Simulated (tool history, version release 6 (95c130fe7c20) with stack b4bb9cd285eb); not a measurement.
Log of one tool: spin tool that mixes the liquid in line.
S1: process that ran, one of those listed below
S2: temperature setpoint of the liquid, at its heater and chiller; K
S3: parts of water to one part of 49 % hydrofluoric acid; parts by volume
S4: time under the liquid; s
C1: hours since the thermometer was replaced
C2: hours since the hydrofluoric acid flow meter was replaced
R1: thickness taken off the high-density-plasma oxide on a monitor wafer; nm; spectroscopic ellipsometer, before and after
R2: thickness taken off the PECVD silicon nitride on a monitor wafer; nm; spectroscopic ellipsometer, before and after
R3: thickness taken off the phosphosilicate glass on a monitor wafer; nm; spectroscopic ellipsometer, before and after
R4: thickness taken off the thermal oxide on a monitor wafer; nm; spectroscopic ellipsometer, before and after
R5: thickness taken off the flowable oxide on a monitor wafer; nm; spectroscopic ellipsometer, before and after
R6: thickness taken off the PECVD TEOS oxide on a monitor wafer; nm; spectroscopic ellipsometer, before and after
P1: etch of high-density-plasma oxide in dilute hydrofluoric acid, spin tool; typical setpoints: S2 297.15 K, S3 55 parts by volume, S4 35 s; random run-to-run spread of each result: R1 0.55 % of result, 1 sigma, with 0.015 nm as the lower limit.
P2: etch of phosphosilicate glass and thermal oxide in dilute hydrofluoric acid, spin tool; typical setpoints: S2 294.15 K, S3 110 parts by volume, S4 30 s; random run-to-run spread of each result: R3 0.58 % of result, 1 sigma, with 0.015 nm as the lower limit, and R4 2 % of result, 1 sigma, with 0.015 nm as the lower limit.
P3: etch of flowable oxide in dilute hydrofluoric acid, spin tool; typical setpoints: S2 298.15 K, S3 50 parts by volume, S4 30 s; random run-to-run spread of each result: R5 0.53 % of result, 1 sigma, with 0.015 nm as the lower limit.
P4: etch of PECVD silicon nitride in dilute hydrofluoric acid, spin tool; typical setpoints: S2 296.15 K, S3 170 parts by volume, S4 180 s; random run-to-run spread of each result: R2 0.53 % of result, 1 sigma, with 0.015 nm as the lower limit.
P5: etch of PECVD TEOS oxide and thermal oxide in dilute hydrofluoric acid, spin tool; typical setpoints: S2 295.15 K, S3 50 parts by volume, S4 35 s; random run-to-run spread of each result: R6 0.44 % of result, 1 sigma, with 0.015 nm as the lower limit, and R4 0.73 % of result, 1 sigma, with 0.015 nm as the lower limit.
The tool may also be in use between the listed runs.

{"run": 1, "hour": 5.6, "S1": "P1", "S2": 297.15, "S3": 55, "S4": 35, "C1": 602.7, "C2": 661.3, "R1": 4.6579}
{"run": 2, "hour": 10.5, "S1": "P4", "S2": 296.15, "S3": 170, "S4": 180, "C1": 607.6, "C2": 666.2, "R2": 4.0094}
{"run": 3, "hour": 17.1, "S1": "P2", "S2": 294.15, "S3": 110, "S4": 60, "C1": 614.2, "C2": 672.8, "R3": 41.321, "R4": 2.377}
{"run": 4, "hour": 23.2, "S1": "P3", "S2": 298.15, "S3": 50, "S4": 30, "C1": 620.3, "C2": 678.9, "R5": 18.444}
{"run": 5, "hour": 29.6, "S1": "P4", "S2": 303.15, "S3": 170, "S4": 180, "C1": 626.7, "C2": 685.3, "R2": 6.1367}
{"run": 6, "hour": 37.1, "S1": "P2", "S2": 294.15, "S3": 110, "S4": 30, "C1": 634.2, "C2": 692.8, "R3": 21.051, "R4": 1.1233}
{"run": 7, "hour": 43.1, "S1": "P4", "S2": 296.15, "S3": 255, "S4": 180, "C1": 640.2, "C2": 698.8, "R2": 2.6964}
{"run": 8, "hour": 47.9, "S1": "P2", "S2": 294.15, "S3": 155, "S4": 30, "C1": 645.0, "C2": 703.6, "R3": 14.113, "R4": 0.7701}
{"run": 9, "hour": 53.5, "S1": "P1", "S2": 303.15, "S3": 55, "S4": 35, "C1": 650.6, "C2": 709.2, "R1": 5.9237}
{"run": 10, "hour": 59.4, "S1": "P1", "S2": 297.15, "S3": 55, "S4": 35, "C1": 656.5, "C2": 715.1, "R1": 4.6833}
{"run": 11, "hour": 62.9, "S1": "P4", "S2": 296.15, "S3": 170, "S4": 180, "C1": 660.0, "C2": 718.6, "R2": 3.9856}
{"run": 12, "hour": 70.0, "S1": "P4", "S2": 296.15, "S3": 170, "S4": 35, "C1": 667.1, "C2": 725.7, "R2": 0.75584}
{"run": 13, "hour": 76.0, "S1": "P3", "S2": 298.15, "S3": 80, "S4": 30, "C1": 673.1, "C2": 731.7, "R5": 11.192}
{"run": 14, "hour": 79.2, "S1": "P1", "S2": 297.15, "S3": 55, "S4": 55, "C1": 676.3, "C2": 734.9, "R1": 7.3268}
{"run": 15, "hour": 86.0, "S1": "P1", "S2": 297.15, "S3": 55, "S4": 35, "C1": 683.1, "C2": 741.7, "R1": 4.7111}
{"run": 16, "hour": 90.0, "S1": "P5", "S2": 290.15, "S3": 50, "S4": 35, "C1": 687.1, "C2": 745.7, "R4": 2.6159, "R6": 8.1021}
{"run": 17, "hour": 95.4, "S1": "P1", "S2": 297.15, "S3": 55, "S4": 35, "C1": 692.5, "C2": 751.1, "R1": 4.6985}
{"run": 18, "hour": 98.7, "S1": "P5", "S2": 295.15, "S3": 85, "S4": 35, "C1": 695.8, "C2": 754.4, "R4": 1.832, "R6": 5.6708}
{"run": 19, "hour": 103.2, "S1": "P5", "S2": 295.15, "S3": 50, "S4": 15, "C1": 700.3, "C2": 758.9, "R4": 1.3788, "R6": 4.2378}
{"run": 20, "hour": 107.6, "S1": "P1", "S2": 291.65, "S3": 55, "S4": 35, "C1": 704.7, "C2": 763.3, "R1": 3.7436}
{"run": 21, "hour": 112.2, "S1": "P3", "S2": 302.15, "S3": 50, "S4": 30, "C1": 709.3, "C2": 767.9, "R5": 21.786}
{"run": 22, "hour": 117.2, "S1": "P1", "S2": 292.15, "S3": 55, "S4": 15, "C1": 714.3, "C2": 772.9, "R1": 1.6576}
{"run": 23, "hour": 122.4, "S1": "P1", "S2": 297.15, "S3": 55, "S4": 35, "C1": 719.5, "C2": 778.1, "R1": 4.7283}
{"run": 24, "hour": 128.6, "S1": "P1", "S2": 297.15, "S3": 20, "S4": 35, "C1": 725.7, "C2": 784.3, "R1": 13.618}
{"run": 25, "hour": 132.2, "S1": "P3", "S2": 298.15, "S3": 50, "S4": 30, "C1": 729.3, "C2": 787.9, "R5": 18.523}
{"run": 26, "hour": 138.5, "S1": "P2", "S2": 300.65, "S3": 110, "S4": 30, "C1": 735.6, "C2": 794.2, "R3": 26.738, "R4": 1.5136}
{"run": 27, "hour": 146.0, "S1": "P5", "S2": 295.15, "S3": 50, "S4": 35, "C1": 743.1, "C2": 801.7, "R4": 3.163, "R6": 10.026}
{"run": 28, "hour": 150.2, "S1": "P3", "S2": 298.15, "S3": 50, "S4": 15, "C1": 747.3, "C2": 805.9, "R5": 9.259}
{"run": 29, "hour": 153.8, "S1": "P1", "S2": 297.15, "S3": 55, "S4": 15, "C1": 750.9, "C2": 809.5, "R1": 2.0179}
{"run": 30, "hour": 158.3, "S1": "P1", "S2": 297.15, "S3": 80, "S4": 35, "C1": 755.4, "C2": 814.0, "R1": 3.1314}
{"run": 31, "hour": 162.1, "S1": "P1", "S2": 297.15, "S3": 55, "S4": 35, "C1": 759.2, "C2": 817.8, "R1": 4.6773}
{"run": 32, "hour": 169.2, "S1": "P1", "S2": 297.15, "S3": 55, "S4": 35, "C1": 766.3, "C2": 824.9, "R1": 4.8675}
{"run": 33, "hour": 174.1, "S1": "P1", "S2": 297.15, "S3": 55, "S4": 35, "C1": 771.2, "C2": 829.8, "R1": 5.0437}
{"run": 34, "hour": 178.9, "S1": "P1", "S2": 297.15, "S3": 55, "S4": 35, "C1": 776.0, "C2": 834.6, "R1": 5.0564}
{"run": 35, "hour": 182.5, "S1": "P1", "S2": 297.15, "S3": 55, "S4": 35, "C1": 779.6, "C2": 838.2, "R1": 5.1429}
{"run": 36, "hour": 189.3, "S1": "P1", "S2": 297.15, "S3": 55, "S4": 35, "C1": 786.4, "C2": 845.0, "R1": 5.0949}
{"run": 37, "hour": 193.9, "S1": "P1", "S2": 297.15, "S3": 55, "S4": 35, "C1": 791.0, "C2": 849.6, "R1": 5.1442}

Compared with where it was, what P1 gives has crept away. Each cause listed below fits the log as well as the rest, at the size given for it:
A: liquid hotter than its thermometer reads (K) = 2.05
B: hydrofluoric acid flow above the setpoint (%) = 8.07
The process output started creeping at around hour 162.1.

Consider the 4 single-wafer check runs listed below, results given as question marks: which one distinguishes between the causes by giving clearly different results for each?
{"run": "check 1", "hour": 198.5, "S1": "P3", "S2": 298.15, "S3": 50, "S4": 30, "R5": "?"}
{"run": "check 2", "hour": 198.5, "S1": "P4", "S2": 296.15, "S3": 170, "S4": 180, "R2": "?"}
{"run": "check 3", "hour": 198.5, "S1": "P2", "S2": 294.15, "S3": 110, "S4": 30, "R3": "?", "R4": "?"}
{"run": "check 4", "hour": 198.5, "S1": "P5", "S2": 295.15, "S3": 50, "S4": 35, "R4": "?", "R6": "?"}

What each check would give under each cause:
check=check_1 result=R5 if_A=20.069 if_B=20.061
check=check_2 result=R2 if_A=4.54500 if_B=4.30300
check=check_3 result=R3 if_A=22.558 if_B=22.665
check=check_3 result=R4 if_A=1.2445 if_B=1.2504
check=check_4 result=R4 if_A=3.5026 if_B=3.4929
check=check_4 result=R6 if_A=10.9060 if_B=10.8760
Smallest distance between any two causes, each pair judged by its most separating result, in per cent: check 1 0.04 %; check 2 5.47 %; check 3 0.48 %; check 4 0.28 %
Check 2 is the one run that separates the causes; every other check would come out nearly the same whichever cause is at work.

The results of check 2 are: R2 4.52190 nm. Based on these, which of the listed causes is it?

The correct cause is A, namely: liquid hotter than its thermometer reads (K).

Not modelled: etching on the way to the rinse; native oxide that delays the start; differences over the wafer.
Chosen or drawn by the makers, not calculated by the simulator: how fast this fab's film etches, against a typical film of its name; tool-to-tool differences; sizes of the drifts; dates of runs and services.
